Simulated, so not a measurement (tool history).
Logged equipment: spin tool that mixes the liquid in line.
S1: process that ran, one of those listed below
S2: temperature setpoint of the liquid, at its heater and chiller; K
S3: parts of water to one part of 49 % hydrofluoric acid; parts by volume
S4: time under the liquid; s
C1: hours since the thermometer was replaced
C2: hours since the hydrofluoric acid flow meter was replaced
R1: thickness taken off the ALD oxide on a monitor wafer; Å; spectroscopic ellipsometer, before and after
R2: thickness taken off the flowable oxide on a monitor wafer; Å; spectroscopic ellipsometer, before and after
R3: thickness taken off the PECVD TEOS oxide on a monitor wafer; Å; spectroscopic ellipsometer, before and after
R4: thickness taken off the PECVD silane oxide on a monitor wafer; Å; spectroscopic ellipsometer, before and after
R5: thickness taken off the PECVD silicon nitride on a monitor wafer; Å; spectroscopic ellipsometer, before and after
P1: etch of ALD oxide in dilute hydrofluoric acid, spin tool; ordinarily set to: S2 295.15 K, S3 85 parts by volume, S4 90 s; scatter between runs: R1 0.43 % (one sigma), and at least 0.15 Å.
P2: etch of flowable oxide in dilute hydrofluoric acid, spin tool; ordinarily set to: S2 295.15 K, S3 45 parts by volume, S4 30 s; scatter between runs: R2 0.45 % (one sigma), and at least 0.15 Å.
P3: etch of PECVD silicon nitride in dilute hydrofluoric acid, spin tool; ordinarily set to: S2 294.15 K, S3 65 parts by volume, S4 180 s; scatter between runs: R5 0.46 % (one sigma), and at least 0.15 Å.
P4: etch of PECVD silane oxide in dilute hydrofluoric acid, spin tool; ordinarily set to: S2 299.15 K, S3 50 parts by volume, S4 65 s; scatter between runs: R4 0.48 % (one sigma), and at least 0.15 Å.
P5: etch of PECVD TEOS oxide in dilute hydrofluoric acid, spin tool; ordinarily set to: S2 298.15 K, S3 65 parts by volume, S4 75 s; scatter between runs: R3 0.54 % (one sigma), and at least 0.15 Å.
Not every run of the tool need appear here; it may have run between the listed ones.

| run | hour | S1 | S2 | S3 | S4 | C1 | C2 | R1 | R2 | R3 | R4 | R5 |
|---|---|---|---|---|---|---|---|---|---|---|---|---|
| 1 | 9.2 | P1 | 295.15 | 85 | 90 | 1181.0 | 1037.7 | 337.03 |  |  |  |  |
| 2 | 15.9 | P1 | 295.15 | 85 | 90 | 1187.7 | 1044.4 | 332.53 |  |  |  |  |
| 3 | 24.5 | P2 | 295.15 | 45 | 15 | 1196.3 | 1053.0 |  | 95.364 |  |  |  |
| 4 | 31.4 | P2 | 295.15 | 45 | 30 | 1203.2 | 1059.9 |  | 192.350 |  |  |  |
| 5 | 38.8 | P5 | 298.15 | 65 | 75 | 1210.6 | 1067.3 |  |  | 358.200 |  |  |
| 6 | 48.8 | P4 | 299.15 | 50 | 120 | 1220.6 | 1077.3 |  |  |  | 649.50 |  |
| 7 | 60.8 | P1 | 295.15 | 85 | 135 | 1232.6 | 1089.3 | 504.40 |  |  |  |  |
| 8 | 70.4 | P2 | 290.15 | 45 | 30 | 1242.2 | 1098.9 |  | 155.110 |  |  |  |
| 9 | 76.9 | P3 | 294.15 | 65 | 25 | 1248.7 | 1105.4 |  |  |  |  | 15.55 |
| 10 | 87.5 | P1 | 291.15 | 85 | 90 | 1259.3 | 1116.0 | 283.91 |  |  |  |  |
| 11 | 94.6 | P1 | 295.15 | 85 | 90 | 1266.4 | 1123.1 | 335.55 |  |  |  |  |
| 12 | 106.5 | P4 | 299.15 | 30 | 65 | 1278.3 | 1135.0 |  |  |  | 612.76 |  |
| 13 | 116.3 | P1 | 295.15 | 50 | 90 | 1288.1 | 1144.8 | 597.63 |  |  |  |  |
| 14 | 126.1 | P1 | 300.65 | 50 | 90 | 1297.9 | 1154.6 | 739.81 |  |  |  |  |
| 15 | 135.2 | P3 | 294.15 | 30 | 180 | 1307.0 | 1163.7 |  |  |  |  | 236.95 |
| 16 | 147.5 | P2 | 295.15 | 45 | 30 | 1319.3 | 1176.0 |  | 192.480 |  |  |  |
| 17 | 159.7 | P1 | 290.15 | 40 | 90 | 1331.5 | 1188.2 | 606.00 |  |  |  |  |
| 18 | 168.7 | P1 | 295.15 | 85 | 90 | 1340.5 | 1197.2 | 337.29 |  |  |  |  |
| 19 | 180.3 | P5 | 298.15 | 65 | 15 | 1352.1 | 1208.8 |  |  | 71.009 |  |  |
| 20 | 189.9 | P4 | 299.15 | 50 | 65 | 1361.7 | 1218.4 |  |  |  | 351.32 |  |
| 21 | 198.9 | P1 | 302.65 | 85 | 90 | 1370.7 | 1227.4 | 452.97 |  |  |  |  |
| 22 | 207.3 | P1 | 295.15 | 85 | 50 | 1379.1 | 1235.8 | 184.99 |  |  |  |  |
| 23 | 213.3 | P1 | 295.15 | 85 | 90 | 1385.1 | 1241.8 | 334.25 |  |  |  |  |
| 24 | 223.8 | P4 | 295.15 | 50 | 65 | 1395.6 | 1252.3 |  |  |  | 297.89 |  |
| 25 | 233.1 | P3 | 300.15 | 65 | 180 | 1404.9 | 1261.6 |  |  |  |  | 164.75 |
| 26 | 244.8 | P5 | 298.15 | 20 | 75 | 1416.6 | 1273.3 |  |  | 1232.500 |  |  |
| 27 | 256.4 | P3 | 294.15 | 65 | 180 | 1428.2 | 1284.9 |  |  |  |  | 111.21 |
| 28 | 268.9 | P5 | 290.15 | 65 | 75 | 1440.7 | 1297.4 |  |  | 257.210 |  |  |
| 29 | 281.3 | P2 | 295.15 | 75 | 30 | 1453.1 | 1309.8 |  | 111.120 |  |  |  |
| 30 | 292.3 | P1 | 295.15 | 145 | 90 | 1464.1 | 1320.8 | 183.61 |  |  |  |  |
| 31 | 299.1 | P4 | 299.15 | 50 | 65 | 1470.9 | 1327.6 |  |  |  | 353.86 |  |
| 32 | 305.9 | P1 | 295.15 | 85 | 90 | 1477.7 | 1334.4 | 334.71 |  |  |  |  |
| 33 | 317.9 | P1 | 295.15 | 85 | 90 | 1489.7 | 1346.4 | 348.72 |  |  |  |  |
| 34 | 327.5 | P1 | 295.15 | 85 | 90 | 1499.3 | 1356.0 | 351.29 |  |  |  |  |
| 35 | 340.1 | P1 | 295.15 | 85 | 90 | 1511.9 | 1368.6 | 357.58 |  |  |  |  |
| 36 | 350.2 | P1 | 295.15 | 85 | 90 | 1522.0 | 1378.7 | 359.38 |  |  |  |  |
| 37 | 356.7 | P1 | 295.15 | 85 | 90 | 1528.5 | 1385.2 | 356.35 |  |  |  |  |
| 38 | 362.6 | P1 | 295.15 | 85 | 90 | 1534.4 | 1391.1 | 359.85 |  |  |  |  |

The output of P1 has drifted from where it used to be. Each of the 2 causes below, taken at the size shown beside it, accounts for the log equally well:
A: hydrofluoric acid flow above the setpoint (%) = 6.3
B: liquid hotter than its thermometer reads (K) = 1.66
The onset of the drift is placed at about hour 305.9.

Which of the 4 check runs listed below separates the causes, so that each cause would produce a clearly different result? Each run uses one wafer, and its results are marked with question marks.
| check 1 | 368.5 | P5 | 298.15 | 65 | 75 |  |  |  |  | ? |  |  |
| check 2 | 368.5 | P2 | 295.15 | 45 | 30 |  |  |  | ? |  |  |  |
| check 3 | 368.5 | P4 | 299.15 | 50 | 65 |  |  |  |  |  | ? |  |
| check 4 | 368.5 | P3 | 294.15 | 65 | 180 |  |  |  |  |  |  | ? |

How each check would come out, cause by cause:
| check | result | if A | if B |
|---|---|---|---|
| check 1 | R3 | 380.710 | 380.830 |
| check 2 | R2 | 205.120 | 206.080 |
| check 3 | R4 | 376.31 | 376.92 |
| check 4 | R5 | 117.96 | 124.43 |
Per check, the gap between the least separated pair of causes, taken in the result that splits them most: check 1 0.03 %; check 2 0.47 %; check 3 0.16 %; check 4 5.34 %
The other checks would show nearly matching results whichever cause is true, so check 4 is the only one that separates the causes.

Check 4 was carried out, with these results: R5 118.48 Å. Which of the listed causes is responsible?

Of the candidate causes, it is A: hydrofluoric acid flow above the setpoint (%).
